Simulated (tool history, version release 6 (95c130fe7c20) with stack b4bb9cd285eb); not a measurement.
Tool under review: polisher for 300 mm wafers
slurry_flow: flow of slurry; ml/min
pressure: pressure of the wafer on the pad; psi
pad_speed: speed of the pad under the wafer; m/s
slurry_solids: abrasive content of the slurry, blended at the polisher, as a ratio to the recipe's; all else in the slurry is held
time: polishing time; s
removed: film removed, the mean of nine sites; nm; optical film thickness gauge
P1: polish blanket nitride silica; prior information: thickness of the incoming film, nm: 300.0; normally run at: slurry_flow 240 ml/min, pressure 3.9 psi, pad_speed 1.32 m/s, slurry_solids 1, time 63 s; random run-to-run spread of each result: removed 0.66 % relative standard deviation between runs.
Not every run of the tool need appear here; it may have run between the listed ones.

run   hour  slurry_flow  pressure  pad_speed  slurry_solids  time  wafers polished on this pad  hours since the slurry nozzle was cleaned  hours since the head pressure was calibrated  hours since the slurry blender was calibrated  hours since the conditioning disc was replaced  removed
  1   11.8          240       3.9       1.32              1    63                          392                                      208.8                                         625.1                                          218.5                                           228.8   58.234
  2   25.1          240       3.9       1.32              1    63                          504                                      222.1                                         638.4                                          231.8                                           242.1   58.022
  3   32.6          240       3.9       1.32              1    63                          567                                      229.6                                         645.9                                          239.3                                           249.6   57.993
  4   45.7          240       5.5       1.32              1    63                          678                                      242.7                                           659                                          252.4                                           262.7   83.008
  5   55.4          240       3.9       1.32              1    63                          759                                      252.4                                         668.7                                          262.1                                           272.4   57.814
  6   66.7          240       3.9        1.8              1    63                          855                                      263.7                                           680                                          273.4                                           283.7   74.553
  7   75.4          240       2.1       1.32              1    63                          928                                      272.4                                         688.7                                          282.1                                           292.4   30.926
  8   86.6          240       3.9       1.32           0.55    63                         1022                                      283.6                                         699.9                                          293.3                                           303.6   42.638
  9  102.1          240       3.9       1.32              1    63                         1153                                      299.1                                         715.4                                          308.8                                           319.1   58.137
 10    116          145       3.9       1.32              1    63                         1270                                        313                                         729.3                                          322.7                                             333   53.658
     118.5  -- head pressure recalibrated
 11  127.4          145       3.9       1.32              1    98                         1366                                      324.4                                             9                                          334.1                                           344.4   83.722
 12  136.5          240       3.9       1.32              1    31                         1442                                      333.5                                          18.1                                          343.2                                           353.5   28.629
 13  148.7          240       3.9       1.32           1.45    63                         1545                                      345.7                                          30.3                                          355.4                                           365.7   67.076
     154.5  -- slurry nozzle cleaned
 14  161.5          145       3.9       1.64              1    63                         1653                                        7.1                                          43.1                                          368.2                                           378.5   64.376
 15  177.4          325       3.9       1.32              1    63                         1787                                         23                                            59                                          384.1                                           394.4   59.916
 16  185.5          240       3.9       1.32              1    94                         1855                                       31.1                                          67.1                                          392.2                                           402.5   87.302
 17  197.2          240       3.9       0.96              1    63                         1953                                       42.8                                          78.8                                          403.9                                           414.2    45.21
 18  211.2          240       3.9       1.32              1    63                         2071                                       56.8                                          92.8                                          417.9                                           428.2   58.593
 19  220.4          240       3.9       1.32              1    63                         2149                                         66                                           102                                          427.1                                           437.4   54.297
 20  229.6          240       3.9       1.32              1    63                         2226                                       75.2                                         111.2                                          436.3                                           446.6   52.401
     234.3  -- head pressure recalibrated
 21    238          240       3.9       1.32              1    63                         2297                                       83.6                                           3.7                                          444.7                                             455   51.203
 22  251.2          240       3.9       1.32              1    63                         2408                                       96.8                                          16.9                                          457.9                                           468.2   50.572
     255.8  -- conditioning disc replaced and pad reconditioned
 23  263.2          240       3.9       1.32              1    63                         2509                                      108.8                                          28.9                                          469.9                                             7.5   49.979
 24  271.4          240       3.9       1.32              1    63                         2578                                        117                                          37.1                                          478.1                                            15.7   49.759

The log shows P1 creeping away from where it was. Any of the 2 causes listed here, at the size stated for it, fits the log just as well as the others:
A: abrasive missing from the slurry, % = 25.7
B: removal rate lost through wear of the pad, % = 13.6
At approximately hour 211.2, the process output began to creep.
Every other cause this tool's parts could produce, and why it does not fit the log:
slurry flow missing at the pad, %: at its largest 40, which would move removed by -7 %, too little to match the creep or of the wrong sign
head's pressure below its setpoint, %: serviced at hour 234.3, after the change had begun; the process did not return to its earlier output
time polished since the conditioner stopped cutting, s: serviced at hour 255.8, after the change had begun; the process did not return to its earlier output

You are offered 4 check runs, listed below with question marks in place of their results; each one averages 5 wafers. Which run separates the listed causes by giving clearly different results for each?
check 1  279.6          145       3.9       1.32              1    63                                                                                                                                                                                                                             ?
check 2  279.6          240       3.9       0.98              1    63                                                                                                                                                                                                                             ?
check 3  279.6          240         3       1.32            0.7    63                                                                                                                                                                                                                             ?
check 4  279.6          240       2.9       1.32              1    63                                                                                                                                                                                                                             ?

What every check run would give for each of its results, assuming each possible cause in turn:
  check   result    if A    if B
check 1  removed  46.682  46.675
check 2  removed  39.501  39.495
check 3  removed  31.438  32.269
check 4  removed  37.275   37.27
Per check, the gap between the least separated pair of causes, taken in the result that splits them most: check 1 0.02 %; check 2 0.02 %; check 3 2.61 %; check 4 0.02 %
Of the check runs offered, only check 3 discriminates between the causes; the rest would read about the same regardless of which cause applies.

After running check 3, the following was obtained: removed 31.47 nm. Which cause does this point to?

The cause is A: abrasive missing from the slurry, %.

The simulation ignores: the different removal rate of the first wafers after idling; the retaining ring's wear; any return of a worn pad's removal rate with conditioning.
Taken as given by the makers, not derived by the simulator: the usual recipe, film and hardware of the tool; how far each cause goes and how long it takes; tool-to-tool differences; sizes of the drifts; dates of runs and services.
